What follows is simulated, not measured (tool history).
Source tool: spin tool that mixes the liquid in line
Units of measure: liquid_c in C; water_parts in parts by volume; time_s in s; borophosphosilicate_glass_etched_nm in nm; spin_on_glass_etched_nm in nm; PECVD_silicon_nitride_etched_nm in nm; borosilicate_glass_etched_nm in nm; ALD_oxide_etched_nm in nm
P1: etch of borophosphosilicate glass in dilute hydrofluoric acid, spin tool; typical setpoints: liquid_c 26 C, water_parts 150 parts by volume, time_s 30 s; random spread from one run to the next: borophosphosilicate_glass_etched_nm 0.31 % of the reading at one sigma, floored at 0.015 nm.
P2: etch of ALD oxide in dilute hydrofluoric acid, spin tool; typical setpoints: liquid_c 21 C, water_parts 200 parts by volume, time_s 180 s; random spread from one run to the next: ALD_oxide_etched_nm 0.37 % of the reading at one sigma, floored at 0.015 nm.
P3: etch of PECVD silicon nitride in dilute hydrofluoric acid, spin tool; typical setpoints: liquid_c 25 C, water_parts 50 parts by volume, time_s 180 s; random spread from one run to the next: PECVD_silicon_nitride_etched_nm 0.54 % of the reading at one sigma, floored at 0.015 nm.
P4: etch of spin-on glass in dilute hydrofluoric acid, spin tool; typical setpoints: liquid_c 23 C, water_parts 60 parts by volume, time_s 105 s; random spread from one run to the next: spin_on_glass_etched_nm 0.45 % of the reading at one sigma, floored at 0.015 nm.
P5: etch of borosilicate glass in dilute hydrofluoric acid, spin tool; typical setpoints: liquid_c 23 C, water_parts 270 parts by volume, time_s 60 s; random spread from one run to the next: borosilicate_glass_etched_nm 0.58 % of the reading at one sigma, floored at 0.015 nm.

run	day	process	liquid_c	water_parts	time_s	hours since the thermometer was replaced	hours since the hydrofluoric acid flow meter was replaced	borophosphosilicate_glass_etched_nm	spin_on_glass_etched_nm	PECVD_silicon_nitride_etched_nm	borosilicate_glass_etched_nm	ALD_oxide_etched_nm
1	0.3	P1	26	150	30	562.9	691.8	14.47				
2	0.65	P1	26	245	30	571.3	700.2	7.9768				
3	0.908	P1	34	150	30	577.5	706.4	19.228				
4	1.183	P1	26	150	30	584.1	713	14.407				
5	1.512	P4	23	105	105	592	720.9		23.887			
6	1.808	P1	21	150	30	599.1	728	11.881				
7	2.071	P3	25	30	180	605.4	734.3			29.617		
8	2.325	P1	26	150	30	611.5	740.4	14.477				
# day 2.362: hydrofluoric acid flow meter replaced
9	2.55	P5	30	270	60	616.9	4.5				6.9883	
10	2.804	P2	21	200	180	623	10.6					9.8821
11	3.067	P5	23	270	60	629.3	16.9				5.5164	
12	3.358	P1	32	150	15	636.3	23.9	9.0121				
13	3.612	P2	21	200	80	642.4	30					4.4558
14	3.85	P2	21	200	180	648.1	35.7					9.9095
15	4.179	P3	25	50	180	656	43.6			17.712		
16	4.35	P4	17	60	105	660.1	47.7		34.213			
17	4.692	P3	19.5	50	180	668.3	55.9			12.221		
18	5.071	P1	26	150	65	677.4	65	31.434				
19	5.279	P1	26	150	30	682.4	70	14.53				
20	5.621	P3	25	50	350	690.6	78.2			34.45		
# day 5.729: thermometer replaced
21	6.004	P1	26	150	15	6.6	87.4	7.2592				
22	6.342	P5	23	270	15	14.7	95.5				1.3733	
23	6.517	P4	23	60	105	18.9	99.7		43.843			
24	6.842	P2	21	315	180	26.7	107.5					5.6479
25	7.225	P5	23	50	60	35.9	116.7				38.097	
26	7.512	P4	23	60	30	42.8	123.6		12.524			
27	7.8	P1	26	50	30	49.7	130.5	49.165				
28	8.071	P2	17	200	180	56.2	137					8.4954
29	8.325	P1	26	150	30	62.3	143.1	14.505				
30	8.508	P1	26	150	30	66.7	147.5	14.816				
31	8.862	P1	26	150	30	75.2	156	15.136				
32	9.042	P1	26	150	30	79.5	160.3	15.17				
33	9.275	P1	26	150	30	85.1	165.9	15.286				
34	9.442	P1	26	150	30	89.1	169.9	15.259				
35	9.808	P1	26	150	30	97.9	178.7	15.29				

The output of P1 has drifted from where it used to be. Each of the 2 causes below, taken at the size shown beside it, accounts for the log equally well:
A: liquid hotter than its thermometer reads (K) = 1.57
B: hydrofluoric acid flow above the setpoint (%) = 5.08
The drift started at roughly day 8.325.

The check runs listed below each take one wafer, and their results are still question marks. Under which run would the listed causes lead to clearly different results?
check 1	10.175	P4	23	60	105				?			
check 2	10.175	P3	25	50	180					?		
check 3	10.175	P2	21	200	180							?
check 4	10.175	P5	23	270	60						?	

How each check would come out, cause by cause:
check	result	if A	if B
check 1	spin_on_glass_etched_nm	46.778	46.268
check 2	PECVD_silicon_nitride_etched_nm	19.756	18.683
check 3	ALD_oxide_etched_nm	10.494	10.492
check 4	borosilicate_glass_etched_nm	5.8348	5.8742
Gap, in per cent, between the two causes that each check separates least, read from the result that separates them most: check 1 1.1 %; check 2 5.59 %; check 3 0.01 %; check 4 0.67 %
Only in check 2 would the causes give clearly different results; in the remaining checks their results would be nearly the same.

After running check 2, the following was obtained: PECVD_silicon_nitride_etched_nm 19.798 nm. Which cause does this point to?

It is A: liquid hotter than its thermometer reads (K).
